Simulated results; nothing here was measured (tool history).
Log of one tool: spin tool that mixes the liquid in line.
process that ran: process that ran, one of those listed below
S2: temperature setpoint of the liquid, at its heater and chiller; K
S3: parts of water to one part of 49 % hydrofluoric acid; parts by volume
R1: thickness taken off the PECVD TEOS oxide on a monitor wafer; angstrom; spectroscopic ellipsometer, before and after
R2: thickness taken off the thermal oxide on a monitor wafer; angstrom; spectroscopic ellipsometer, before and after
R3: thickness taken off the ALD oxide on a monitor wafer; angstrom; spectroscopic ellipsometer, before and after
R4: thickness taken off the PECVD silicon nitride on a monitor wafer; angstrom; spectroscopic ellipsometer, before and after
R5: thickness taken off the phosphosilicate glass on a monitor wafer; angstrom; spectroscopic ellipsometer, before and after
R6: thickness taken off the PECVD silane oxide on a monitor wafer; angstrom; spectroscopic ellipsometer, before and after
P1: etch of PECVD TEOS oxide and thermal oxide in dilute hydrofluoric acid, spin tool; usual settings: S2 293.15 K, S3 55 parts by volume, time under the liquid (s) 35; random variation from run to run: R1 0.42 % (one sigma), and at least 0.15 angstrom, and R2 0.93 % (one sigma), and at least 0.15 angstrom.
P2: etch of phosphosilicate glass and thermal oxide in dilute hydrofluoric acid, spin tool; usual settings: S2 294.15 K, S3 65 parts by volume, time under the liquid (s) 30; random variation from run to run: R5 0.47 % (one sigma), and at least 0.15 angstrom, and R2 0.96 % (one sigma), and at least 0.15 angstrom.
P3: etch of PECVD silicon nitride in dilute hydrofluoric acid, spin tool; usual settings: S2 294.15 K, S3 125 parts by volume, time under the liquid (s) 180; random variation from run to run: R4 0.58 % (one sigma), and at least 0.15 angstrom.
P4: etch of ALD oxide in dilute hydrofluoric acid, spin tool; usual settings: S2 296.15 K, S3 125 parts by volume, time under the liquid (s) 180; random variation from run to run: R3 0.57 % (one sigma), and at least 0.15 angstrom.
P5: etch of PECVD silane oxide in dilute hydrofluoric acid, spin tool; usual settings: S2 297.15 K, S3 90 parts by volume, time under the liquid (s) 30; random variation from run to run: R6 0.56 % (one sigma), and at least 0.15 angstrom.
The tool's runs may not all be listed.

Run 1, day 0.558: process that ran P1, S2 293.15 K, S3 55 parts by volume, time under the liquid (s) 35. Result: R1 128.570 angstrom, R2 27.552 angstrom.
Run 2, day 0.888: process that ran P4, S2 296.15 K, S3 125 parts by volume, time under the liquid (s) 180. Result: R3 186.450 angstrom.
Run 3, day 1.333: process that ran P3, S2 294.15 K, S3 125 parts by volume, time under the liquid (s) 180. Result: R4 38.927 angstrom.
Run 4, day 1.817: process that ran P2, S2 294.15 K, S3 65 parts by volume, time under the liquid (s) 30. Result: R2 20.413 angstrom, R5 656.43 angstrom.
Run 5, day 2.396: process that ran P1, S2 300.65 K, S3 55 parts by volume, time under the liquid (s) 35. Result: R1 173.980 angstrom, R2 38.414 angstrom.
Run 6, day 2.854: process that ran P4, S2 290.65 K, S3 125 parts by volume, time under the liquid (s) 180. Result: R3 148.640 angstrom.
Run 7, day 3.488: process that ran P5, S2 297.15 K, S3 20 parts by volume, time under the liquid (s) 30. Result: R6 464.800 angstrom.
Run 8, day 3.792: process that ran P5, S2 297.15 K, S3 90 parts by volume, time under the liquid (s) 30. Result: R6 93.680 angstrom.
Run 9, day 4.100: process that ran P1, S2 293.15 K, S3 55 parts by volume, time under the liquid (s) 35. Result: R1 128.300 angstrom, R2 27.614 angstrom.
Run 10, day 4.617: process that ran P1, S2 293.15 K, S3 55 parts by volume, time under the liquid (s) 35. Result: R1 127.880 angstrom, R2 28.412 angstrom.
Run 11, day 5.217: process that ran P2, S2 294.15 K, S3 100 parts by volume, time under the liquid (s) 30. Result: R2 12.995 angstrom, R5 407.12 angstrom.
Run 12, day 5.588: process that ran P1, S2 293.15 K, S3 55 parts by volume, time under the liquid (s) 35. Result: R1 127.200 angstrom, R2 27.796 angstrom.
Run 13, day 5.967: process that ran P1, S2 293.15 K, S3 55 parts by volume, time under the liquid (s) 15. Result: R1 54.283 angstrom, R2 12.186 angstrom.
Run 14, day 6.446: process that ran P1, S2 290.15 K, S3 55 parts by volume, time under the liquid (s) 35. Result: R1 112.260 angstrom, R2 24.765 angstrom.
Run 15, day 7.062: process that ran P4, S2 296.15 K, S3 220 parts by volume, time under the liquid (s) 180. Result: R3 95.668 angstrom.
Run 16, day 7.438: process that ran P1, S2 293.15 K, S3 20 parts by volume, time under the liquid (s) 35. Result: R1 367.740 angstrom, R2 79.681 angstrom.
Run 17, day 7.967: process that ran P1, S2 293.15 K, S3 80 parts by volume, time under the liquid (s) 35. Result: R1 84.627 angstrom, R2 18.798 angstrom.
Run 18, day 8.458: process that ran P3, S2 294.15 K, S3 125 parts by volume, time under the liquid (s) 75. Result: R4 16.014 angstrom.
Run 19, day 8.992: process that ran P3, S2 294.15 K, S3 180 parts by volume, time under the liquid (s) 180. Result: R4 26.851 angstrom.
Run 20, day 9.321: process that ran P1, S2 293.15 K, S3 55 parts by volume, time under the liquid (s) 35. Result: R1 127.570 angstrom, R2 27.797 angstrom.
Run 21, day 9.850: process that ran P2, S2 294.15 K, S3 65 parts by volume, time under the liquid (s) 60. Result: R2 41.112 angstrom, R5 1306.70 angstrom.
Run 22, day 10.475: process that ran P1, S2 299.15 K, S3 55 parts by volume, time under the liquid (s) 15. Result: R1 69.864 angstrom, R2 15.169 angstrom.
Run 23, day 10.862: process that ran P5, S2 300.65 K, S3 90 parts by volume, time under the liquid (s) 30. Result: R6 108.880 angstrom.
Run 24, day 11.312: process that ran P3, S2 290.15 K, S3 125 parts by volume, time under the liquid (s) 180. Result: R4 29.387 angstrom.
Run 25, day 11.850: process that ran P5, S2 297.15 K, S3 90 parts by volume, time under the liquid (s) 15. Result: R6 47.438 angstrom.
Run 26, day 12.371: process that ran P4, S2 296.15 K, S3 125 parts by volume, time under the liquid (s) 50. Result: R3 52.242 angstrom.
Run 27, day 12.879: process that ran P1, S2 293.15 K, S3 55 parts by volume, time under the liquid (s) 35. Result: R1 128.230 angstrom, R2 28.331 angstrom.
Run 28, day 13.358: process that ran P1, S2 290.15 K, S3 55 parts by volume, time under the liquid (s) 60. Result: R1 192.940 angstrom, R2 42.487 angstrom.
Run 29, day 13.750: process that ran P3, S2 294.15 K, S3 125 parts by volume, time under the liquid (s) 180. Result: R4 38.467 angstrom.
Run 30, day 14.275: process that ran P2, S2 298.15 K, S3 65 parts by volume, time under the liquid (s) 30. Result: R2 24.208 angstrom, R5 773.29 angstrom.
Run 31, day 14.779: process that ran P1, S2 293.15 K, S3 55 parts by volume, time under the liquid (s) 70. Result: R1 256.150 angstrom, R2 55.955 angstrom.
Run 32, day 15.383: process that ran P1, S2 293.15 K, S3 55 parts by volume, time under the liquid (s) 35. Result: R1 127.630 angstrom, R2 28.293 angstrom.
Run 33, day 15.892: process that ran P1, S2 293.15 K, S3 55 parts by volume, time under the liquid (s) 35. Result: R1 124.400 angstrom, R2 27.500 angstrom.
Run 34, day 16.458: process that ran P1, S2 293.15 K, S3 55 parts by volume, time under the liquid (s) 35. Result: R1 121.920 angstrom, R2 26.211 angstrom.
Run 35, day 16.838: process that ran P1, S2 293.15 K, S3 55 parts by volume, time under the liquid (s) 35. Result: R1 120.720 angstrom, R2 26.130 angstrom.
Run 36, day 17.475: process that ran P1, S2 293.15 K, S3 55 parts by volume, time under the liquid (s) 35. Result: R1 119.650 angstrom, R2 26.005 angstrom.
Run 37, day 17.796: process that ran P1, S2 293.15 K, S3 55 parts by volume, time under the liquid (s) 35. Result: R1 118.160 angstrom, R2 26.224 angstrom.
Run 38, day 18.200: process that ran P1, S2 293.15 K, S3 55 parts by volume, time under the liquid (s) 35. Result: R1 118.570 angstrom, R2 25.801 angstrom.
Run 39, day 18.512: process that ran P1, S2 293.15 K, S3 55 parts by volume, time under the liquid (s) 35. Result: R1 117.590 angstrom, R2 26.612 angstrom.
Run 40, day 19.017: process that ran P1, S2 293.15 K, S3 55 parts by volume, time under the liquid (s) 35. Result: R1 117.660 angstrom, R2 26.243 angstrom.
Run 41, day 19.488: process that ran P1, S2 293.15 K, S3 55 parts by volume, time under the liquid (s) 35. Result: R1 116.220 angstrom, R2 25.859 angstrom.
Run 42, day 19.958: process that ran P1, S2 293.15 K, S3 55 parts by volume, time under the liquid (s) 35. Result: R1 117.760 angstrom, R2 25.555 angstrom.
Run 43, day 20.512: process that ran P1, S2 293.15 K, S3 55 parts by volume, time under the liquid (s) 35. Result: R1 117.180 angstrom, R2 25.839 angstrom.

What P1 gives has crept away from where it was. These 2 causes fit the log equally well, each at the size given:
A: liquid colder than its thermometer reads (K) = 2.04
B: hydrofluoric acid flow below the setpoint (%) = 7.8
The creep began at about day 15.383.

4 check runs are offered, one wafer each, their results left as question marks. Which one tells the causes apart?
Run check 1, day 21.067: process that ran P3, S2 294.15 K, S3 125 parts by volume, time under the liquid (s) 180. Result: R4 ?.
Run check 2, day 21.067: process that ran P4, S2 296.15 K, S3 125 parts by volume, time under the liquid (s) 180. Result: R3 ?.
Run check 3, day 21.067: process that ran P5, S2 297.15 K, S3 90 parts by volume, time under the liquid (s) 30. Result: R6 ?.
Run check 4, day 21.067: process that ran P2, S2 294.15 K, S3 65 parts by volume, time under the liquid (s) 30. Result: R2 ?, R5 ?.

What each check would give under each cause:
  check  result     if A     if B
check 1      R4   33.590   35.601
check 2      R3  171.790  169.680
check 3      R6   86.651   85.922
check 4      R2   18.925   18.886
check 4      R5   598.54   597.31
How far apart the two closest causes lie, in the result that separates them most: check 1 5.82 %; check 2 1.24 %; check 3 0.85 %; check 4 0.21 %
Check 1 tells the causes apart: in the others they would give nearly the same result.

Then check 1 was run and gave: R4 33.495 angstrom. Which cause is it?

It is A: liquid colder than its thermometer reads (K).
